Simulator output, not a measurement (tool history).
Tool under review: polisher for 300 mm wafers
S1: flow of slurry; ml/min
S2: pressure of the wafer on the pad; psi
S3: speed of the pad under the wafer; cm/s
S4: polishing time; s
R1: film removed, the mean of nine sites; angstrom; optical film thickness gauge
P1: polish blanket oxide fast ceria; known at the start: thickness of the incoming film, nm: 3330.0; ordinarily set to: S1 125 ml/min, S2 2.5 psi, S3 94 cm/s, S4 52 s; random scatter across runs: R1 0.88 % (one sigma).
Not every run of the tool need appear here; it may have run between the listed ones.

Run 1, hour 12.3: S1 125 ml/min, S2 2.5 psi, S3 94 cm/s, S4 52 s. Result: R1 6180.2 angstrom.
Run 2, hour 22.8: S1 125 ml/min, S2 2.5 psi, S3 42 cm/s, S4 52 s. Result: R1 2799.4 angstrom.
Run 3, hour 32.5: S1 125 ml/min, S2 2.5 psi, S3 94 cm/s, S4 52 s. Result: R1 6101 angstrom.
Run 4, hour 44.5: S1 125 ml/min, S2 2.5 psi, S3 94 cm/s, S4 66 s. Result: R1 8002.7 angstrom.
Run 5, hour 53.1: S1 180 ml/min, S2 2.5 psi, S3 94 cm/s, S4 52 s. Result: R1 6630.4 angstrom.
Run 6, hour 63.7: S1 125 ml/min, S2 2.5 psi, S3 128 cm/s, S4 52 s. Result: R1 8420.1 angstrom.
Run 7, hour 70.6: S1 125 ml/min, S2 1.1 psi, S3 94 cm/s, S4 52 s. Result: R1 2669 angstrom.
Run 8, hour 82.1: S1 125 ml/min, S2 2.5 psi, S3 94 cm/s, S4 23 s. Result: R1 2748.3 angstrom.
Run 9, hour 88.5: S1 75 ml/min, S2 2.5 psi, S3 94 cm/s, S4 68 s. Result: R1 6939.5 angstrom.
Run 10, hour 95.9: S1 125 ml/min, S2 2.5 psi, S3 94 cm/s, S4 52 s. Result: R1 6215.3 angstrom.
Run 11, hour 107.5: S1 125 ml/min, S2 3.6 psi, S3 94 cm/s, S4 52 s. Result: R1 9026.7 angstrom.
Run 12, hour 120.4: S1 125 ml/min, S2 2.5 psi, S3 128 cm/s, S4 78 s. Result: R1 12724 angstrom.
Run 13, hour 129.7: S1 125 ml/min, S2 2.5 psi, S3 94 cm/s, S4 52 s. Result: R1 6232.8 angstrom.
Run 14, hour 135.9: S1 125 ml/min, S2 2.5 psi, S3 118 cm/s, S4 76 s. Result: R1 11389 angstrom.
Run 15, hour 141.7: S1 125 ml/min, S2 2.5 psi, S3 94 cm/s, S4 52 s. Result: R1 6118.1 angstrom.
Run 16, hour 154.1: S1 75 ml/min, S2 2.5 psi, S3 94 cm/s, S4 52 s. Result: R1 5462.1 angstrom.
Run 17, hour 161.4: S1 125 ml/min, S2 2.5 psi, S3 94 cm/s, S4 52 s. Result: R1 6171.9 angstrom.
Run 18, hour 168.9: S1 125 ml/min, S2 2.5 psi, S3 94 cm/s, S4 52 s. Result: R1 6005.4 angstrom.
Run 19, hour 181: S1 125 ml/min, S2 2.5 psi, S3 94 cm/s, S4 52 s. Result: R1 5732 angstrom.
Run 20, hour 187.5: S1 125 ml/min, S2 2.5 psi, S3 94 cm/s, S4 52 s. Result: R1 5664.7 angstrom.
At hour 189.5: worn pad replaced by a new one.
Run 21, hour 195.5: S1 125 ml/min, S2 2.5 psi, S3 94 cm/s, S4 52 s. Result: R1 5671.5 angstrom.

Run 22 is up next; what results do you expect?
Run 22, hour 206.1: S1 125 ml/min, S2 2.5 psi, S3 94 cm/s, S4 52 s. Result: R1 ?.

{"run 22": {"R1": 5601}}

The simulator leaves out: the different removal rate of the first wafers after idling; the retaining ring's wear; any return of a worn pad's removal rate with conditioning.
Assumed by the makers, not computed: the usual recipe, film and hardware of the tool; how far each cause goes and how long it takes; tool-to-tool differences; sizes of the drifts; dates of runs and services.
